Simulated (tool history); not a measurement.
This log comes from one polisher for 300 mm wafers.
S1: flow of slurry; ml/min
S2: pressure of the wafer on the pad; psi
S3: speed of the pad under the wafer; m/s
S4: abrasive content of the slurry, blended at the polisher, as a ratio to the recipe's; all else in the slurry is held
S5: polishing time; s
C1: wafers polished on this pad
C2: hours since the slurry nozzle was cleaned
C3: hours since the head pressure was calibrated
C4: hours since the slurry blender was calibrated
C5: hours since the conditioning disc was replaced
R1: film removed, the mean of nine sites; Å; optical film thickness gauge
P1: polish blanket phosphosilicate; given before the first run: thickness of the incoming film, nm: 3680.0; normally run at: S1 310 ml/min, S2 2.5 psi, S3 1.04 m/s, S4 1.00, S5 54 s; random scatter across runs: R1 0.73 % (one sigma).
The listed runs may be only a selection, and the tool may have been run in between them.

run	hour	S1	S2	S3	S4	S5	C1	C2	C3	C4	C5	R1
1	6.2	310	2.5	1.04	1.00	54	297	322.5	248.7	34.7	189.2	3399.6
2	13.1	310	2.5	1.04	1.00	54	366	329.4	255.6	41.6	196.1	3407.9
3	19.1	310	2.5	1.04	1.00	54	426	335.4	261.6	47.6	202.1	3399.0
4	25.1	310	2.5	1.04	1.00	85	485	341.4	267.6	53.6	208.1	5303.9
5	31.7	310	2.5	1.04	1.45	54	551	348.0	274.2	60.2	214.7	3905.6
# hour 34.0: slurry nozzle cleaned
6	35.1	310	1.5	0.68	1.00	54	585	1.2	277.6	63.6	218.1	1447.1
7	39.8	310	2.5	1.04	1.00	54	632	5.9	282.3	68.3	222.8	3379.3
8	44.7	310	2.5	1.04	1.00	54	681	10.8	287.2	73.2	227.7	3425.5
# hour 45.0: conditioning disc replaced and pad reconditioned
9	48.4	310	2.5	0.68	1.00	54	717	14.5	290.9	76.9	3.4	2411.8
10	53.4	310	1.1	1.04	1.35	54	767	19.5	295.9	81.9	8.4	1691.7
11	59.1	310	2.5	1.04	1.00	54	824	25.2	301.6	87.6	14.1	3370.0
12	65.5	420	2.5	1.04	1.00	54	888	31.6	308.0	94.0	20.5	3443.5
13	72.0	310	2.5	1.04	0.55	54	952	38.1	314.5	100.5	27.0	2457.5
14	77.9	185	3.2	1.04	1.00	54	1011	44.0	320.4	106.4	32.9	4117.8
15	81.6	310	2.5	1.42	1.00	54	1048	47.7	324.1	110.1	36.6	4325.7
16	85.3	185	2.5	1.04	1.00	54	1085	51.4	327.8	113.8	40.3	3226.1

Run 17 is up next; what results do you expect?
17	88.3	310	1.5	1.04	1.00	54	1115	54.4	330.8	116.8	43.3	?

For run 17 the tool returned R1 2049.8 Å.
